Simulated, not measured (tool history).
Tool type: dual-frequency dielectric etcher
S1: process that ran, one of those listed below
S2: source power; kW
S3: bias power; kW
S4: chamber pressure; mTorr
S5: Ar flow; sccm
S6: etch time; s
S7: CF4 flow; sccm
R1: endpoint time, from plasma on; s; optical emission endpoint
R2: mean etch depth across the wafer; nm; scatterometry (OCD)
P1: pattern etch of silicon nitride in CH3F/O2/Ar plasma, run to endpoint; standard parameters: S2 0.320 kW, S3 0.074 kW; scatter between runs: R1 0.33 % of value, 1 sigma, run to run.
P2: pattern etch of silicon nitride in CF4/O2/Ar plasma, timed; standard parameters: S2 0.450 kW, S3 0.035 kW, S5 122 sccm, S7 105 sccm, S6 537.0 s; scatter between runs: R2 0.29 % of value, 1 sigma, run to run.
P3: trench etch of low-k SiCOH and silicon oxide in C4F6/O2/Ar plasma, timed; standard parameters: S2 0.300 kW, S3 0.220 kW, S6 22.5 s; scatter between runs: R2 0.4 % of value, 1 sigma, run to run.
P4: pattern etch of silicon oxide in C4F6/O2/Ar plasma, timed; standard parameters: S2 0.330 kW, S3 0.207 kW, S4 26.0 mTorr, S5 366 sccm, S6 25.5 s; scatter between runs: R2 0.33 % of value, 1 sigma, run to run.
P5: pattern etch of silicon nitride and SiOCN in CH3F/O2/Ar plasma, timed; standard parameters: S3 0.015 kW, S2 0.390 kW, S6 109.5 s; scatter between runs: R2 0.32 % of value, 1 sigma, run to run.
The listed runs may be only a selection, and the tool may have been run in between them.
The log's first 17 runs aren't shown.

run,day,S1,S2,S3,S4,S5,S6,S7,R1,R2
18,7.854,P1,0.200,0.052,,,,,55.104,
19,8.496,P1,0.220,0.074,,,,,47.203,
20,8.800,P2,0.450,0.035,,122,295.5,105,,428.7000
21,9.196,P2,0.450,0.021,,122,537.0,105,,656.0800
22,9.708,P1,0.320,0.074,,,,,40.435,
23,10.262,P5,0.390,0.015,,,109.5,,,12.0670
24,10.746,P2,0.450,0.035,,122,537.0,105,,780.6900
25,11.062,P1,0.320,0.088,,,,,38.553,
26,11.421,P4,0.330,0.275,26.0,366,25.5,,,87.6150
27,11.988,P2,0.350,0.035,,122,537.0,105,,621.4400
28,12.542,P5,0.390,0.020,,,109.5,,,13.5860
29,13.117,P2,0.450,0.035,,122,537.0,80,,746.4500
30,13.733,P1,0.320,0.059,,,,,44.084,

Forecast run 31:
31,14.258,P5,0.490,0.015,,,109.5,,,?

Logged for run 31: R2 13.1050 nm.
